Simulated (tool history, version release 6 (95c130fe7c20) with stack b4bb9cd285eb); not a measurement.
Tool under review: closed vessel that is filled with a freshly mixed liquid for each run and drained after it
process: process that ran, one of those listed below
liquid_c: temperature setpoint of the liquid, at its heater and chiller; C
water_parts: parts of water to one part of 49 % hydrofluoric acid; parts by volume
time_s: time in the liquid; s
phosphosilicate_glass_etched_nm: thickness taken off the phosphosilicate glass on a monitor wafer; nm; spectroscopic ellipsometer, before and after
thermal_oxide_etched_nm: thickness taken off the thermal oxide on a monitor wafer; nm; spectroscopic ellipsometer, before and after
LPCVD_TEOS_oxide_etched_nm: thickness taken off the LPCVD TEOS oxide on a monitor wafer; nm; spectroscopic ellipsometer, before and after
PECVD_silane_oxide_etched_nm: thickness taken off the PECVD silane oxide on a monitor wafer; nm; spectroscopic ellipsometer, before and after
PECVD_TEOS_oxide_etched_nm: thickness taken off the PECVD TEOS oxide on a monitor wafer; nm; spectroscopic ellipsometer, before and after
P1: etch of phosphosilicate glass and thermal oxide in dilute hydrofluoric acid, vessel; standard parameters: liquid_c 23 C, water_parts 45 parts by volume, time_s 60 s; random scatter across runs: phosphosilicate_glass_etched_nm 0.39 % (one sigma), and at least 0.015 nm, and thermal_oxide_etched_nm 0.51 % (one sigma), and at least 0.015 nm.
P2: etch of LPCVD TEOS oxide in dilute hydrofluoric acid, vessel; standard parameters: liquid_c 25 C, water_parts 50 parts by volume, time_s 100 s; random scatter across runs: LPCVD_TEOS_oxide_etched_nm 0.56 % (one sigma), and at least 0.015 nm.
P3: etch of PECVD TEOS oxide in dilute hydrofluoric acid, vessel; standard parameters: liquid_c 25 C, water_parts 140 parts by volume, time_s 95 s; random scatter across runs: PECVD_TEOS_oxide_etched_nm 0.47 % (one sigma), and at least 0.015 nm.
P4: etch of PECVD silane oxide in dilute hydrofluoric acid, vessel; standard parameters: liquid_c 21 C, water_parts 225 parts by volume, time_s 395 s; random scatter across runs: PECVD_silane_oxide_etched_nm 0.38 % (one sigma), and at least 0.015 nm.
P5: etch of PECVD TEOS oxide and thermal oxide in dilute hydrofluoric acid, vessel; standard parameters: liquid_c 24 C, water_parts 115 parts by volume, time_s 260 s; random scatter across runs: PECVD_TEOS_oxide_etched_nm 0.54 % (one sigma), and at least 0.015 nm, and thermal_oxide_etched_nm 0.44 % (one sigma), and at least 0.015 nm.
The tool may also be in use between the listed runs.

| run | hour | process | liquid_c | water_parts | time_s | hours since the thermometer was replaced | hours since the hydrofluoric acid flow meter was replaced | phosphosilicate_glass_etched_nm | thermal_oxide_etched_nm | LPCVD_TEOS_oxide_etched_nm | PECVD_silane_oxide_etched_nm | PECVD_TEOS_oxide_etched_nm |
|---|---|---|---|---|---|---|---|---|---|---|---|---|
| 1 | 17.6 | P1 | 23 | 45 | 60 | 1479.7 | 1186.3 | 204.48 | 6.6941 |  |  |  |
| 2 | 35.2 | P1 | 23 | 65 | 30 | 1497.3 | 1203.9 | 68.586 | 2.2473 |  |  |  |
| 3 | 43.1 | P2 | 25 | 50 | 100 | 1505.2 | 1211.8 |  |  | 49.74 |  |  |
| 4 | 54.3 | P4 | 21 | 225 | 780 | 1516.4 | 1223 |  |  |  | 110.79 |  |
| 5 | 66 | P2 | 25 | 50 | 30 | 1528.1 | 1234.7 |  |  | 15.126 |  |  |
| 6 | 80.5 | P1 | 23 | 45 | 60 | 1542.6 | 1249.2 | 203.89 | 6.6465 |  |  |  |
| 7 | 95.2 | P1 | 23 | 45 | 60 | 1557.3 | 1263.9 | 204.01 | 6.6299 |  |  |  |
| 8 | 106.6 | P5 | 24 | 115 | 260 | 1568.7 | 1275.3 |  | 10.852 |  |  | 49.272 |
| 9 | 116.6 | P1 | 29 | 45 | 60 | 1578.7 | 1285.3 | 261.04 | 8.5191 |  |  |  |
| 10 | 130.2 | P2 | 25 | 30 | 100 | 1592.3 | 1298.9 |  |  | 85.564 |  |  |
|  | 130.9 | hydrofluoric acid flow meter replaced |
| 11 | 142.7 | P1 | 23 | 65 | 60 | 1604.8 | 11.8 | 137.22 | 4.4889 |  |  |  |
| 12 | 152.5 | P4 | 21 | 225 | 395 | 1614.6 | 21.6 |  |  |  | 56.358 |  |
| 13 | 161.6 | P1 | 23 | 25 | 60 | 1623.7 | 30.7 | 379.79 | 12.351 |  |  |  |
| 14 | 169.4 | P5 | 24 | 115 | 260 | 1631.5 | 38.5 |  | 10.862 |  |  | 49.005 |
| 15 | 184.3 | P1 | 23 | 45 | 60 | 1646.4 | 53.4 | 204.8 | 6.6717 |  |  |  |
| 16 | 201.6 | P5 | 24 | 20 | 260 | 1663.7 | 70.7 |  | 70.33 |  |  | 317.52 |
| 17 | 214.4 | P3 | 25 | 140 | 30 | 1676.5 | 83.5 |  |  |  |  | 2.4053 |
| 18 | 223.9 | P1 | 23 | 45 | 60 | 1686 | 93 | 204.15 | 6.6464 |  |  |  |
| 19 | 241.2 | P2 | 32 | 50 | 100 | 1703.3 | 110.3 |  |  | 66.597 |  |  |
| 20 | 253.4 | P1 | 17.5 | 45 | 60 | 1715.5 | 122.5 | 161.89 | 5.2596 |  |  |  |
| 21 | 266.3 | P3 | 18.5 | 140 | 95 | 1728.4 | 135.4 |  |  |  |  | 5.9707 |
| 22 | 276.3 | P5 | 17 | 115 | 260 | 1738.4 | 145.4 |  | 8.1295 |  |  | 36.636 |
| 23 | 291.2 | P4 | 27.5 | 225 | 395 | 1753.3 | 160.3 |  |  |  | 71.063 |  |
| 24 | 308.6 | P1 | 23 | 45 | 60 | 1770.7 | 177.7 | 204.27 | 6.6496 |  |  |  |
| 25 | 318.9 | P3 | 25 | 35 | 95 | 1781 | 188 |  |  |  |  | 34.779 |
| 26 | 333.7 | P4 | 21 | 400 | 395 | 1795.8 | 202.8 |  |  |  | 26.874 |  |
| 27 | 342 | P1 | 23 | 45 | 30 | 1804.1 | 211.1 | 102.44 | 3.2777 |  |  |  |
| 28 | 357.6 | P5 | 24 | 115 | 395 | 1819.7 | 226.7 |  | 16.231 |  |  | 73.891 |
| 29 | 373.1 | P4 | 21 | 225 | 395 | 1835.2 | 242.2 |  |  |  | 56.071 |  |
| 30 | 384 | P3 | 25 | 140 | 95 | 1846.1 | 253.1 |  |  |  |  | 7.6192 |
| 31 | 396.9 | P1 | 23 | 45 | 115 | 1859 | 266 | 388.52 | 12.832 |  |  |  |
| 32 | 407.7 | P1 | 23 | 45 | 60 | 1869.8 | 276.8 | 203.4 | 6.6994 |  |  |  |
| 33 | 418.4 | P1 | 23 | 45 | 60 | 1880.5 | 287.5 | 195.46 | 6.3217 |  |  |  |
| 34 | 428.3 | P1 | 23 | 45 | 60 | 1890.4 | 297.4 | 192.27 | 6.2895 |  |  |  |
| 35 | 441.1 | P1 | 23 | 45 | 60 | 1903.2 | 310.2 | 189.65 | 6.1241 |  |  |  |
| 36 | 453 | P1 | 23 | 45 | 60 | 1915.1 | 322.1 | 186.27 | 6.1084 |  |  |  |
| 37 | 470.5 | P1 | 23 | 45 | 60 | 1932.6 | 339.6 | 184.6 | 6.1007 |  |  |  |
| 38 | 487.9 | P1 | 23 | 45 | 60 | 1950 | 357 | 183.73 | 6.0598 |  |  |  |

Compared with where it was, what P1 gives has crept away. Each cause listed below fits the log as well as the rest, at the size given for it:
A: liquid colder than its thermometer reads (K) = 2.35
B: hydrofluoric acid flow below the setpoint (%) = 8.88
Onset of the creep was near hour 407.7.

Question marks stand in for the results of the 4 check runs listed below, each run on one wafer. Under which run would the listed causes show clearly different results?
| check 1 | 505.3 | P2 | 25 | 30 | 30 |  |  |  |  | ? |  |  |
| check 2 | 505.3 | P5 | 18.5 | 115 | 260 |  |  |  | ? |  |  | ? |
| check 3 | 505.3 | P4 | 21 | 400 | 755 |  |  |  |  |  | ? |  |
| check 4 | 505.3 | P3 | 18.5 | 140 | 30 |  |  |  |  |  |  | ? |

What each check would give under each cause:
| check | result | if A | if B |
|---|---|---|---|
| check 1 | LPCVD_TEOS_oxide_etched_nm | 23.308 | 23.344 |
| check 2 | thermal_oxide_etched_nm | 7.8205 | 7.7679 |
| check 2 | PECVD_TEOS_oxide_etched_nm | 35.673 | 35.433 |
| check 3 | PECVD_silane_oxide_etched_nm | 47.497 | 45.466 |
| check 4 | PECVD_TEOS_oxide_etched_nm | 1.6969 | 1.6797 |
How far apart the two closest causes lie, in the result that separates them most: check 1 0.15 %; check 2 0.67 %; check 3 4.37 %; check 4 1.02 %
Check 3 tells the causes apart: in the others they would give nearly the same result.

Here is what check 3 returned: PECVD_silane_oxide_etched_nm 45.223 nm. Which cause is it?

B is the cause: hydrofluoric acid flow below the setpoint (%).
